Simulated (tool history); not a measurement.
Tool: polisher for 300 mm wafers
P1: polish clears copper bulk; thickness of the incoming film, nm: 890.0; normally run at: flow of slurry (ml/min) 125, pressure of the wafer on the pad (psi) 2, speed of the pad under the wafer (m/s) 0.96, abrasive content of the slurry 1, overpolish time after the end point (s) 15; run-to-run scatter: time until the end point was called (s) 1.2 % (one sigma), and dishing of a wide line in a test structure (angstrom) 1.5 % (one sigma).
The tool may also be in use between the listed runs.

run   hour  flow of slurry (ml/min)  pressure of the wafer on the pad (psi)  speed of the pad under the wafer (m/s)  abrasive content of the slurry  overpolish time after the end point (s)  wafers polished on this pad  hours since the slurry nozzle was cleaned  hours since the head pressure was calibrated  hours since the slurry blender was calibrated  time until the end point was called (s)  dishing of a wide line in a test structure (angstrom)
  1   12.8                      125                                       2                                    0.96                               1                                       15                          429                                      258.3                                         610.2                                           99.6                                   124.07                                                 540.79
  2     22                      125                                       2                                    0.96                               1                                       15                          504                                      267.5                                         619.4                                          108.8                                   123.72                                                 551.03
  3   30.8                      125                                       2                                    0.96                               1                                       15                          576                                      276.3                                         628.2                                          117.6                                   119.91                                                 534.47
  4   41.2                      125                                       2                                    0.96                               1                                       15                          661                                      286.7                                         638.6                                            128                                   121.73                                                 530.71
  5   52.5                       85                                       2                                    0.96                               1                                       15                          753                                        298                                         649.9                                          139.3                                   134.34                                                 510.96
  6   61.5                      125                                       3                                    0.96                               1                                       15                          826                                        307                                         658.9                                          148.3                                   83.122                                                 683.81
  7   68.5                      125                                       2                                    0.52                             0.6                                       15                          883                                        314                                         665.9                                          155.3                                   250.07                                                 342.33
  8   77.6                       85                                       2                                    0.96                             1.4                                       15                          957                                      323.1                                           675                                          164.4                                   122.93                                                 551.12
  9   89.5                      125                                       2                                    0.96                            0.65                                       15                         1054                                        335                                         686.9                                          176.3                                   134.34                                                 504.23
 10  103.1                      195                                       2                                    0.96                               1                                       15                         1165                                      348.6                                         700.5                                          189.9                                   113.08                                                 554.89
 11  110.6                      125                                     0.9                                    0.96                               1                                       15                         1226                                      356.1                                           708                                          197.4                                   275.38                                                 292.45
 12  118.9                      125                                       2                                    0.96                             1.3                                       15                         1294                                      364.4                                         716.3                                          205.7                                   115.98                                                 546.25
 13    127                      125                                       2                                    0.44                               1                                       15                         1360                                      372.5                                         724.4                                          213.8                                   269.21                                                 315.32

Run 14 comes next. What will it give?
 14  137.6                      125                                       2                                    0.96                               1                                        4                         1446                                      383.1                                           735                                          224.4                                        ?                                                      ?

{"run 14": {"time until the end point was called (s)": 120.11, "dishing of a wide line in a test structure (angstrom)": 208.96}}
